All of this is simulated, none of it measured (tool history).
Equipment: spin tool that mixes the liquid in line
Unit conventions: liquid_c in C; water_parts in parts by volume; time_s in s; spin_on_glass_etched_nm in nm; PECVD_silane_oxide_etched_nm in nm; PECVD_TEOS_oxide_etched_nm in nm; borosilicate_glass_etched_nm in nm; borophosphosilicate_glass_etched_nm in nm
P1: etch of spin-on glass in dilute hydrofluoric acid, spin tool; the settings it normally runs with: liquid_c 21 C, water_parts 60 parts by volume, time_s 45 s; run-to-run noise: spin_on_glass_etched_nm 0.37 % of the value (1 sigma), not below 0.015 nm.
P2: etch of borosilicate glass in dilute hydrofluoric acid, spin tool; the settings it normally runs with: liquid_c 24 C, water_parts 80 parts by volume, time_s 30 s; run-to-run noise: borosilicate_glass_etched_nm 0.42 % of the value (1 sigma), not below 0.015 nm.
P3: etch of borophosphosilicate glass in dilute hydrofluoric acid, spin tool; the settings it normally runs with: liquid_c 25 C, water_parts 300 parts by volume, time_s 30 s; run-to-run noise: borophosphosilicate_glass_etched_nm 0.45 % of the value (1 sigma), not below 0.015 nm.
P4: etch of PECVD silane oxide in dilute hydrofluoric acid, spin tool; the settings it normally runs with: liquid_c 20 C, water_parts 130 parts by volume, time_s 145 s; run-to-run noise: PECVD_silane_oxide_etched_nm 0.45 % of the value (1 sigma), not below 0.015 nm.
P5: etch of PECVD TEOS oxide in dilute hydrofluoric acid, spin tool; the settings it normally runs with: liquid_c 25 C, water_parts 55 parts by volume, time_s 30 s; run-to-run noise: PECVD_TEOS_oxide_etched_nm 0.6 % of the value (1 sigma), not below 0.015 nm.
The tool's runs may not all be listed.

run,day,process,liquid_c,water_parts,time_s,hours since the thermometer was replaced,hours since the hydrofluoric acid flow meter was replaced,spin_on_glass_etched_nm,PECVD_silane_oxide_etched_nm,PECVD_TEOS_oxide_etched_nm,borosilicate_glass_etched_nm,borophosphosilicate_glass_etched_nm
1,0.35,P1,21,60,45,1035.3,421,33.236,,,,
2,0.975,P1,21,60,45,1050.3,436,33.265,,,,
3,1.562,P4,20,130,270,1064.4,450.1,,46.686,,,
4,2.004,P4,20,130,145,1075,460.7,,24.949,,,
5,2.438,P4,20,75,145,1085.4,471.1,,45.799,,,
6,3.204,P1,25.5,60,45,1103.8,489.5,40.029,,,,
7,3.888,P1,21,60,65,1120.2,505.9,47.995,,,,
8,4.65,P1,21,60,15,1138.5,524.2,11.096,,,,
9,5.404,P1,27,80,45,1156.6,542.3,30.756,,,,
10,6.167,P1,21,60,45,1174.9,560.6,32.972,,,,
11,6.829,P5,25,55,30,1190.8,576.5,,,4.923,,
12,7.483,P2,17.5,80,30,1206.5,592.2,,,,7.1531,
13,8.029,P1,21,60,45,1219.6,605.3,32.91,,,,
14,8.388,P4,17,130,145,1228.2,613.9,,22.008,,,
15,8.829,P1,21,60,45,1238.8,624.5,33.243,,,,
16,9.408,P2,24,80,30,1252.7,638.4,,,,9.4086,
17,9.958,P5,25,55,15,1265.9,651.6,,,2.4535,,
18,10.554,P3,25,300,60,1280.2,665.9,,,,,9.8102
19,11.317,P5,25,80,30,1298.5,684.2,,,3.2425,,
20,12.008,P3,29.5,300,30,1315.1,700.8,,,,,5.6885
21,12.508,P3,25,500,30,1327.1,712.8,,,,,2.4688
22,12.904,P5,28.5,55,30,1336.6,722.3,,,5.6435,,
23,13.408,P2,24,80,45,1348.7,734.4,,,,13.905,
24,14,P1,21,20,45,1362.9,748.6,104.78,,,,
25,14.558,P2,24,80,30,1376.3,762,,,,9.448,
26,15.079,P2,24,135,30,1388.8,774.5,,,,5.176,
27,15.575,P1,17,60,45,1400.7,786.4,27.766,,,,
28,15.929,P3,25,300,30,1409.2,794.9,,,,,4.8358
29,16.554,P1,21,95,45,1424.2,809.9,20.003,,,,
30,17.1,P1,21,60,45,1437.3,823,33.03,,,,
31,17.821,P1,21,60,45,1454.6,840.3,31.741,,,,
32,18.479,P1,21,60,45,1470.4,856.1,31.131,,,,
33,18.871,P1,21,60,45,1479.8,865.5,30.85,,,,
34,19.358,P1,21,60,45,1491.5,877.2,30.718,,,,
35,20.021,P1,21,60,45,1507.4,893.1,30.272,,,,
36,20.521,P1,21,60,45,1519.4,905.1,30.205,,,,
37,20.921,P1,21,60,45,1529,914.7,30.021,,,,
38,21.304,P1,21,60,45,1538.2,923.9,30.282,,,,
39,21.683,P1,21,60,45,1547.3,933,30.075,,,,
40,22.033,P1,21,60,45,1555.7,941.4,30.175,,,,
41,22.721,P1,21,60,45,1572.2,957.9,30.064,,,,

What P1 gives has crept off from where it sat before. The 2 causes that follow fit the log equally well, each at the size noted:
A: liquid colder than its thermometer reads (K) = 2.38
B: hydrofluoric acid flow below the setpoint (%) = 8.9
The gradual shift began around day 17.1.

Consider the 4 single-wafer check runs listed below, results given as question marks: which one distinguishes between the causes by giving clearly different results for each?
check 1,23.408,P2,24,80,30,,,,,,?,
check 2,23.408,P5,25,55,30,,,,,?,,
check 3,23.408,P4,20,130,145,,,,?,,,
check 4,23.408,P3,25,300,30,,,,,,,?

Predicted outcomes, by check and by cause:
check,result,if A,if B
check 1,borosilicate_glass_etched_nm,8.5148,8.4602
check 2,PECVD_TEOS_oxide_etched_nm,4.4934,4.4814
check 3,PECVD_silane_oxide_etched_nm,22.67,22.452
check 4,borophosphosilicate_glass_etched_nm,4.5072,4.3344
Smallest distance between any two causes, each pair judged by its most separating result, in per cent: check 1 0.64 %; check 2 0.27 %; check 3 0.97 %; check 4 3.91 %
The causes can be told apart only by check 4. The other checks would give nearly the same results under each of them.

The results of check 4 are: borophosphosilicate_glass_etched_nm 4.484 nm. Based on these, which of the listed causes is it?

It is A: liquid colder than its thermometer reads (K).

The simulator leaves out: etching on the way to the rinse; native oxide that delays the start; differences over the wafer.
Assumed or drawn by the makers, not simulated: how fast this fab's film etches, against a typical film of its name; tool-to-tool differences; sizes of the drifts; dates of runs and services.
